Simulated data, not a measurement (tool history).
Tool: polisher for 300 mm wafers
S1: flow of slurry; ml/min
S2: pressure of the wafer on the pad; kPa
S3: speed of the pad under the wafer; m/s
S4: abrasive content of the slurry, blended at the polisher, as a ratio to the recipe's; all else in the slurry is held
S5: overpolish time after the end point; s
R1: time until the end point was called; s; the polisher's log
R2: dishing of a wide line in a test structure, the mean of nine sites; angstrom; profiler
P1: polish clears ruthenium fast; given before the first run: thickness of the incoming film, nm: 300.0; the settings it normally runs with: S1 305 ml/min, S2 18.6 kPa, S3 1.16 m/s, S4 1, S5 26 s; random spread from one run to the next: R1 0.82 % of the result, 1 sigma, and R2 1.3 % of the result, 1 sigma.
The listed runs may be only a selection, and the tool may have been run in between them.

Run 1, hour 8.9: S1 305 ml/min, S2 18.6 kPa, S3 1.16 m/s, S4 1, S5 26 s. Result: R1 65.706 s, R2 596.2 angstrom.
Run 2, hour 22.2: S1 305 ml/min, S2 18.6 kPa, S3 1.16 m/s, S4 1.3, S5 26 s. Result: R1 58.983 s, R2 612.63 angstrom.
Run 3, hour 30.3: S1 305 ml/min, S2 18.6 kPa, S3 1.16 m/s, S4 0.6, S5 26 s. Result: R1 85.868 s, R2 524.75 angstrom.
Run 4, hour 44.6: S1 305 ml/min, S2 18.6 kPa, S3 1.64 m/s, S4 1, S5 10 s. Result: R1 46.826 s, R2 419.76 angstrom.
Run 5, hour 55.8: S1 215 ml/min, S2 18.6 kPa, S3 1.16 m/s, S4 1, S5 26 s. Result: R1 68.82 s, R2 594.26 angstrom.
Run 6, hour 65.7: S1 305 ml/min, S2 18.6 kPa, S3 1.16 m/s, S4 1, S5 26 s. Result: R1 66.998 s, R2 598.63 angstrom.
Run 7, hour 79.9: S1 305 ml/min, S2 18.6 kPa, S3 1.16 m/s, S4 1, S5 26 s. Result: R1 66.151 s, R2 594.98 angstrom.
Run 8, hour 94.3: S1 435 ml/min, S2 18.6 kPa, S3 1.16 m/s, S4 1, S5 26 s. Result: R1 64.703 s, R2 612.83 angstrom.
Run 9, hour 104.3: S1 305 ml/min, S2 18.6 kPa, S3 1.16 m/s, S4 1, S5 8 s. Result: R1 65.961 s, R2 278.58 angstrom.
Run 10, hour 119.1: S1 305 ml/min, S2 18.6 kPa, S3 0.52 m/s, S4 1, S5 26 s. Result: R1 146.49 s, R2 363.2 angstrom.
Run 11, hour 131.6: S1 305 ml/min, S2 8.3 kPa, S3 1.16 m/s, S4 1, S5 26 s. Result: R1 148.04 s, R2 359.7 angstrom.
Run 12, hour 142.6: S1 305 ml/min, S2 18.6 kPa, S3 1.16 m/s, S4 1, S5 26 s. Result: R1 65.504 s, R2 606.82 angstrom.
Run 13, hour 153.6: S1 305 ml/min, S2 18.6 kPa, S3 1.16 m/s, S4 1, S5 26 s. Result: R1 65.84 s, R2 608 angstrom.
Run 14, hour 162.4: S1 305 ml/min, S2 18.6 kPa, S3 1.16 m/s, S4 1, S5 26 s. Result: R1 65.147 s, R2 595.6 angstrom.
Run 15, hour 170.2: S1 305 ml/min, S2 18.6 kPa, S3 1.16 m/s, S4 0.55, S5 49 s. Result: R1 91.198 s, R2 673.55 angstrom.
Run 16, hour 184.3: S1 305 ml/min, S2 25.5 kPa, S3 1.16 m/s, S4 1, S5 26 s. Result: R1 48.348 s, R2 688.8 angstrom.
Run 17, hour 196.5: S1 305 ml/min, S2 18.6 kPa, S3 1.16 m/s, S4 1, S5 26 s. Result: R1 67.296 s, R2 600.05 angstrom.
Run 18, hour 211.7: S1 305 ml/min, S2 18.6 kPa, S3 1.76 m/s, S4 1, S5 26 s. Result: R1 43.096 s, R2 699.83 angstrom.
Run 19, hour 221.7: S1 305 ml/min, S2 18.6 kPa, S3 1.16 m/s, S4 1, S5 43 s. Result: R1 66.119 s, R2 723.93 angstrom.
Run 20, hour 230.9: S1 305 ml/min, S2 18.6 kPa, S3 1.16 m/s, S4 1, S5 26 s. Result: R1 65.287 s, R2 608.22 angstrom.
Run 21, hour 244.8: S1 305 ml/min, S2 18.6 kPa, S3 1.16 m/s, S4 1, S5 26 s. Result: R1 69.604 s, R2 582.64 angstrom.
Run 22, hour 256.3: S1 305 ml/min, S2 18.6 kPa, S3 1.16 m/s, S4 1, S5 26 s. Result: R1 72.354 s, R2 583.09 angstrom.
At hour 260: head pressure recalibrated.
Run 23, hour 265: S1 305 ml/min, S2 18.6 kPa, S3 1.16 m/s, S4 1, S5 26 s. Result: R1 72.33 s, R2 576.16 angstrom.
At hour 271.7: slurry nozzle cleaned.
Run 24, hour 271.7: S1 305 ml/min, S2 18.6 kPa, S3 1.16 m/s, S4 1, S5 26 s. Result: R1 73.461 s, R2 581.65 angstrom.
Run 25, hour 278.7: S1 305 ml/min, S2 18.6 kPa, S3 1.16 m/s, S4 1, S5 26 s. Result: R1 72.225 s, R2 588.22 angstrom.

Run 26 is up next; what results do you expect?
Run 26, hour 287.5: S1 305 ml/min, S2 18.6 kPa, S3 1.16 m/s, S4 1, S5 26 s. Result: R1 ?, R2 ?.

R1: 72.743 s
R2: 571.6 angstrom
